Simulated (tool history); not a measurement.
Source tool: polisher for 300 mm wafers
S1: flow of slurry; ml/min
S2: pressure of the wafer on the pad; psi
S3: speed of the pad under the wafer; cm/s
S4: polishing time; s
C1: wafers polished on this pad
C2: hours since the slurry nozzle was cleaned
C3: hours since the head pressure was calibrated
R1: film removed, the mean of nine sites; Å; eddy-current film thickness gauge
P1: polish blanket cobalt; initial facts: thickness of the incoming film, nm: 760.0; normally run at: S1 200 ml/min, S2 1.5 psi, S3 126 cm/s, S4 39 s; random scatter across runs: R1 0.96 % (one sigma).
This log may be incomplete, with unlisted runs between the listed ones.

run	hour	S1	S2	S3	S4	C1	C2	C3	R1
1	6.4	200	1.5	126	39	705	452.2	415.7	1501.2
2	10.8	120	1.5	126	39	743	456.6	420.1	1386.2
3	14.2	200	1.5	126	39	773	460	423.5	1514.7
4	17.3	300	1.5	126	39	800	463.1	426.6	1587.6
5	22.6	200	1.5	160	58	845	468.4	431.9	2857.4
6	27.7	200	2.3	126	39	890	473.5	437	2349.9
7	33.5	200	1.5	126	18	940	479.3	442.8	710.49
# hour 34.1: head pressure recalibrated
8	39.7	200	1.5	126	39	994	485.5	5.6	1518.4
9	45.5	200	1.5	58	39	1044	491.3	11.4	695.13
10	51.7	200	1.5	192	39	1097	497.5	17.6	2344.9
11	57.8	200	1.5	126	61	1150	503.6	23.7	2401.9
12	64	200	0.8	126	39	1204	509.8	29.9	815.58
13	70.1	200	1.5	126	39	1257	515.9	36	1512.3
14	74.8	200	1.5	126	39	1298	520.6	40.7	1485.7
15	80.2	200	1.5	126	39	1344	526	46.1	1514.4
16	83.4	200	1.5	126	39	1372	529.2	49.3	1471.7
17	87.6	200	1.5	126	39	1408	533.4	53.5	1460.3
18	92.2	200	1.5	126	39	1448	538	58.1	1428.9
19	96.4	200	1.5	126	39	1485	542.2	62.3	1447
# hour 100.8: head pressure recalibrated
20	101.1	200	1.5	126	39	1525	546.9	0.4	1414.5
21	105.8	200	1.5	126	39	1566	551.6	5.1	1411.5
22	108.8	200	1.5	126	39	1592	554.6	8.1	1401.3
23	113.8	200	1.5	126	39	1635	559.6	13.1	1416.3

Something has made what P1 gives creep away from where it was; the 2 causes below, each at its own stated size, fit the log equally well:
A: slurry flow missing at the pad, % = 36.7
B: removal rate lost through wear of the pad, % = 7.23
The process output started creeping at around hour 80.2.
Excluded causes, each with its reason:
head's pressure below its setpoint, %: its service at hour 100.8 followed the start of the drift and did not put the process back to its old value

The 4 check runs listed below each average the results of 3 wafers, and their outcomes are marked with question marks. Under which run would the listed causes produce clearly different results?
check 1	118.8	200	2.3	72	39				?
check 2	118.8	120	1.5	182	39				?
check 3	118.8	200	1.5	152	39				?
check 4	118.8	200	0.9	126	39				?

What every check run would give for each of its results, assuming each possible cause in turn:
check	result	if A	if B
check 1	R1	1235.2	1235.3
check 2	R1	1788.2	1868.4
check 3	R1	1700.7	1700.7
check 4	R1	845.85	845.88
Separation of the two closest causes in each check, using whichever result separates them best: check 1 0 %; check 2 4.39 %; check 3 0 %; check 4 0 %
Check 2 tells the causes apart: in the others they would give nearly the same result.

Check 2 was then run and gave: R1 1798.5 Å. Which cause is it?

It is A: slurry flow missing at the pad, %.

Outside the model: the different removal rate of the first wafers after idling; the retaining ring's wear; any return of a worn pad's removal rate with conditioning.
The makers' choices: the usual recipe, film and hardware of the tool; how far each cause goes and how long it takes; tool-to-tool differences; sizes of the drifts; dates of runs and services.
